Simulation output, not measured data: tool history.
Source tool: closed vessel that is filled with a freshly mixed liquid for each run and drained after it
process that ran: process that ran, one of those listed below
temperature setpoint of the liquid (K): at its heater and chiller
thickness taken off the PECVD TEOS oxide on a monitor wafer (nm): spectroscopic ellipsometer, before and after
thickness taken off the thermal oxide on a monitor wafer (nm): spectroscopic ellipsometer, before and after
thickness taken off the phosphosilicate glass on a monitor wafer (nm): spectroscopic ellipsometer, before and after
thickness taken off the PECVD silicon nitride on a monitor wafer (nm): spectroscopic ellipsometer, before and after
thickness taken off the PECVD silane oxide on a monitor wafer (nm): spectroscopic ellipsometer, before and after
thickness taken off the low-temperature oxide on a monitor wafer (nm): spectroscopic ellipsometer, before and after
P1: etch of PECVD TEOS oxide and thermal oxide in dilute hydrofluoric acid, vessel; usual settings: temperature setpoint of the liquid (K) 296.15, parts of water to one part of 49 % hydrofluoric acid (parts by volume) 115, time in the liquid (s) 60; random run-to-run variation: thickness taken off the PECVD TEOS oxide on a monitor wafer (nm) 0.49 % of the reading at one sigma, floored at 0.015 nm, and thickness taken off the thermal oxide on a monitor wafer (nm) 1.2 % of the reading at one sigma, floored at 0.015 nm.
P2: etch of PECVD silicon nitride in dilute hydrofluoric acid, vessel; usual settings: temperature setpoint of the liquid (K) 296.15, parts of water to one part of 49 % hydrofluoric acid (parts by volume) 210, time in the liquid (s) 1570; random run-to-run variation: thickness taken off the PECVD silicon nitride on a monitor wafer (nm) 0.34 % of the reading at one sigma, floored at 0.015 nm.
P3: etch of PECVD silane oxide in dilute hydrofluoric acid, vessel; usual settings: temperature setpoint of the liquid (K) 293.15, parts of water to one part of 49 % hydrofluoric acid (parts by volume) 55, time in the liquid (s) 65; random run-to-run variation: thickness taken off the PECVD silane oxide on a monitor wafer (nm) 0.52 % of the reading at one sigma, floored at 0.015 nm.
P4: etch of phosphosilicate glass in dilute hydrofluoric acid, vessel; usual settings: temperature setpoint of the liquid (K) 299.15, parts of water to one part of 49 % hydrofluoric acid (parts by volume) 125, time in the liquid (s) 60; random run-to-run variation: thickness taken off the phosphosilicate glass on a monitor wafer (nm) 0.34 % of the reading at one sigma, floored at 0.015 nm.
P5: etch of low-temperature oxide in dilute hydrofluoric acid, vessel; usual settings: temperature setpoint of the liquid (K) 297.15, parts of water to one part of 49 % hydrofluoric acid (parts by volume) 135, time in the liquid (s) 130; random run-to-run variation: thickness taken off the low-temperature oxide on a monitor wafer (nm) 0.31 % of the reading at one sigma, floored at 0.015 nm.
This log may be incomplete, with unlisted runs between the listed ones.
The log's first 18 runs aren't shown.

run,day,process that ran,temperature setpoint of the liquid (K),parts of water to one part of 49 % hydrofluoric acid (parts by volume),time in the liquid (s),thickness taken off the PECVD TEOS oxide on a monitor wafer (nm),thickness taken off the thermal oxide on a monitor wafer (nm),thickness taken off the phosphosilicate glass on a monitor wafer (nm),thickness taken off the PECVD silicon nitride on a monitor wafer (nm),thickness taken off the PECVD silane oxide on a monitor wafer (nm),thickness taken off the low-temperature oxide on a monitor wafer (nm)
19,2.517,P1,296.15,165,60,4.8726,1.4081,,,,
20,2.658,P2,300.15,210,1570,,,,30.373,,
21,2.788,P4,291.65,125,60,,,28.459,,,
22,2.979,P5,297.15,135,130,,,,,,20.2350
23,3.062,P4,299.15,125,60,,,38.204,,,
24,3.250,P3,293.15,105,65,,,,,7.7928,
25,3.425,P2,296.15,210,1570,,,,23.484,,
26,3.508,P1,302.15,115,60,9.4241,2.7597,,,,
27,3.617,P3,293.15,55,65,,,,,15.6570,
28,3.754,P5,290.15,135,130,,,,,,15.3660
29,3.883,P1,296.15,65,60,14.1420,4.0269,,,,
30,4.021,P3,293.15,55,110,,,,,26.7450,
31,4.179,P5,297.15,135,30,,,,,,4.7137
32,4.300,P1,296.15,115,60,7.4161,2.1700,,,,
33,4.446,P1,296.15,115,60,7.6941,2.1944,,,,
34,4.608,P1,296.15,115,60,7.9445,2.3148,,,,
35,4.796,P1,296.15,115,60,8.0174,2.3435,,,,

Run 36 is up next; what results do you expect?
36,4.925,P1,296.15,115,60,?,?,,,,

thickness taken off the PECVD TEOS oxide on a monitor wafer (nm): 7.9839
thickness taken off the thermal oxide on a monitor wafer (nm): 2.3416

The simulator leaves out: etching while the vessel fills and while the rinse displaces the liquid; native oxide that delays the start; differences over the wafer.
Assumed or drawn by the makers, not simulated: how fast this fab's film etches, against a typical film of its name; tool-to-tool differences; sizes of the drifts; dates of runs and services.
